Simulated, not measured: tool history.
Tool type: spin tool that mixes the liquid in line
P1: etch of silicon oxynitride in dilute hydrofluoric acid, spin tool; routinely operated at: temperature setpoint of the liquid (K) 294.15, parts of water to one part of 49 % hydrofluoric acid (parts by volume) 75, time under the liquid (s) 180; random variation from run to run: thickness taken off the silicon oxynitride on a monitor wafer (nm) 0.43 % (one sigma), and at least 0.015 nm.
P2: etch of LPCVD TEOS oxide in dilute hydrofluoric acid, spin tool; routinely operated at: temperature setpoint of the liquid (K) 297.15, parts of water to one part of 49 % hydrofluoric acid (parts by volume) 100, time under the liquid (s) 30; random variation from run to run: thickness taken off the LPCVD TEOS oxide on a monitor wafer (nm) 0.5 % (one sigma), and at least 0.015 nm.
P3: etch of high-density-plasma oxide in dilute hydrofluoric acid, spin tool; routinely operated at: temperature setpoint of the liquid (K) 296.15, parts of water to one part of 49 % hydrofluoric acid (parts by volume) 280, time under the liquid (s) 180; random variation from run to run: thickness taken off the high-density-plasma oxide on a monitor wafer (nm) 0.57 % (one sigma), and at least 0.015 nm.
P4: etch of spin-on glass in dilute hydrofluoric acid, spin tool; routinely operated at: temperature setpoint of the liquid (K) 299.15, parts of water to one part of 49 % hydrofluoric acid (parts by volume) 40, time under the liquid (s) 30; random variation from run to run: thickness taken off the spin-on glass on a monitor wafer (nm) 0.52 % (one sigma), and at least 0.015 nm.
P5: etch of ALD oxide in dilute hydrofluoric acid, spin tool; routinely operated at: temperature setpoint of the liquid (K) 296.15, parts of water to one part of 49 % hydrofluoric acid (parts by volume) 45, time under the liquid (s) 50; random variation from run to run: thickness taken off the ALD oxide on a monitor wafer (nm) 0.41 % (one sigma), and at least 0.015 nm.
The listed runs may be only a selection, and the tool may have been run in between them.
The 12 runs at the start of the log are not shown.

run	hour	process that ran	temperature setpoint of the liquid (K)	parts of water to one part of 49 % hydrofluoric acid (parts by volume)	time under the liquid (s)	thickness taken off the silicon oxynitride on a monitor wafer (nm)	thickness taken off the high-density-plasma oxide on a monitor wafer (nm)	thickness taken off the ALD oxide on a monitor wafer (nm)	thickness taken off the LPCVD TEOS oxide on a monitor wafer (nm)	thickness taken off the spin-on glass on a monitor wafer (nm)
13	162.5	P5	290.15	45	50			12.05		
14	175	P2	297.15	100	60				29.699	
15	192.2	P1	290.15	75	180	7.1404				
16	202.8	P4	299.15	25	30					85.371
17	220.4	P1	294.15	75	315	15.157				
# hour 223.8: thermometer replaced
18	228.5	P2	290.15	100	30				11.257	
19	243.7	P2	297.15	100	30				14.983	
20	259.3	P1	294.15	35	180	19.128				
21	276	P1	300.15	75	180	11.527				
22	287.8	P3	296.15	280	285		5.9785			
# hour 290.6: hydrofluoric acid flow meter replaced
23	304.3	P1	294.15	130	180	4.8619				
24	319.9	P1	294.15	75	180	8.7682				
25	331.4	P1	294.15	75	180	8.7138				
26	345.8	P1	298.65	115	180	6.8661				
27	356.8	P5	296.15	45	50			15.411		
28	371.3	P1	290.15	75	15	0.59483				
29	385.2	P5	296.15	70	50			9.6532		
30	400.4	P3	296.15	150	180		8.1571			
31	412.2	P4	299.15	40	55					95.814
32	427.5	P1	294.15	75	90	4.3689				
33	443.4	P1	294.15	75	180	8.7079				
34	453.4	P1	294.15	75	180	9.0657				
35	464.4	P1	294.15	75	180	9.2353				
36	474.7	P1	294.15	75	180	9.2427				
37	485.2	P1	294.15	75	180	9.3277				

Run 38 is up next; what results do you expect?
38	498.5	P1	294.15	75	180	?				

For run 38 the tool returned thickness taken off the silicon oxynitride on a monitor wafer (nm) 9.3515.
